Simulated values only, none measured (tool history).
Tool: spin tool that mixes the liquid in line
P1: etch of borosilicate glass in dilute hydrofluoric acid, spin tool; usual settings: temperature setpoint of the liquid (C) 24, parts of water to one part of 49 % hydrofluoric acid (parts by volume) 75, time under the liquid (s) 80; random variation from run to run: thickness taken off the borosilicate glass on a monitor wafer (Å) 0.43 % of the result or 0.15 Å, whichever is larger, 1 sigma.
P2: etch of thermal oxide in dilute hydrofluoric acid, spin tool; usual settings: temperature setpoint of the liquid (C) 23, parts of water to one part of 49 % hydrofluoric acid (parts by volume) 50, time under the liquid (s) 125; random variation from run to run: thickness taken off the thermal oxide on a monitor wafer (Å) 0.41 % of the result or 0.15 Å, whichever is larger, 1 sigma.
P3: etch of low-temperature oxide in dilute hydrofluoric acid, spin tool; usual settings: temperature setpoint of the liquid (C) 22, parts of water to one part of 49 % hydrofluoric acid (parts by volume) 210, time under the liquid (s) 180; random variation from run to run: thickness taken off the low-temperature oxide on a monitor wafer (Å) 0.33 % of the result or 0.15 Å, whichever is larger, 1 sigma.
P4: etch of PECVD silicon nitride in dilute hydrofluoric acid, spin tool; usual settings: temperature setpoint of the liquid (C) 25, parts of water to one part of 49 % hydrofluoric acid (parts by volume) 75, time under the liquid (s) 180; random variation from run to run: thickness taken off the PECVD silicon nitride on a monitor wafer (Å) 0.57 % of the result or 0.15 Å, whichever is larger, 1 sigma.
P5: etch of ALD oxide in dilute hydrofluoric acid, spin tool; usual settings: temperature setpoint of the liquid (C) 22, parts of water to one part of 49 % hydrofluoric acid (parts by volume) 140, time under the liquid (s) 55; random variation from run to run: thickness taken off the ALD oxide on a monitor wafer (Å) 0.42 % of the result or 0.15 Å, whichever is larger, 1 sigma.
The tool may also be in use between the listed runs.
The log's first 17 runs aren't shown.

run   hour  process that ran  temperature setpoint of the liquid (C)  parts of water to one part of 49 % hydrofluoric acid (parts by volume)  time under the liquid (s)  hours since the thermometer was replaced  hours since the hydrofluoric acid flow meter was replaced  thickness taken off the borosilicate glass on a monitor wafer (Å)  thickness taken off the ALD oxide on a monitor wafer (Å)  thickness taken off the thermal oxide on a monitor wafer (Å)  thickness taken off the PECVD silicon nitride on a monitor wafer (Å)  thickness taken off the low-temperature oxide on a monitor wafer (Å)
 18  227.5                P4                                      25                                                                      75                        180                                    1308.1                                                      712.4                                                                                                                                                                                                                                                           78.218
 19  238.1                P5                                      17                                                                     140                         55                                    1318.7                                                        723                                                                                                                       45.885
 20  253.1                P1                                      28                                                                      75                         80                                    1333.7                                                        738                                                              579.4
 21  264.4                P3                                      22                                                                     210                         15                                      1345                                                      749.3                                                                                                                                                                                                                                                                                                                                 6.5084
 22    272                P1                                      24                                                                      75                         80                                    1352.6                                                      756.9                                                              491.7
 23    280                P4                                      25                                                                      30                        180                                    1360.6                                                      764.9                                                                                                                                                                                                                                                           187.87
 24  294.7                P1                                      24                                                                      75                         15                                    1375.3                                                      779.6                                                             92.337
 25  304.3                P4                                      25                                                                      75                        300                                    1384.9                                                      789.2                                                                                                                                                                                                                                                           130.02
 26  317.5                P5                                      22                                                                     140                         15                                    1398.1                                                      802.4                                                                                                                       15.179
 27  329.6                P2                                      23                                                                      50                        220                                    1410.2                                                      814.5                                                                                                                                                                                      214.5
 28    345                P3                                      22                                                                      55                        180                                    1425.6                                                      829.9                                                                                                                                                                                                                                                                                                                                 354.41
 29  357.2                P3                                      22                                                                     210                        180                                    1437.8                                                      842.1                                                                                                                                                                                                                                                                                                                                  78.28
 30    371                P5                                      22                                                                     140                         55                                    1451.6                                                      855.9                                                                                                                       56.297
 31  383.3                P1                                      24                                                                      75                         80                                    1463.9                                                      868.2                                                             491.65
 32  395.9                P1                                      24                                                                      75                         80                                    1476.5                                                      880.8                                                             499.75
 33  409.8                P1                                      24                                                                      75                         80                                    1490.4                                                      894.7                                                             513.62
 34  425.7                P1                                      24                                                                      75                         80                                    1506.3                                                      910.6                                                             516.66

Forecast run 35:
 35  435.8                P1                                      24                                                                      75                         80                                    1516.4                                                      920.7                                                                  ?

thickness taken off the borosilicate glass on a monitor wafer (Å): 520.34
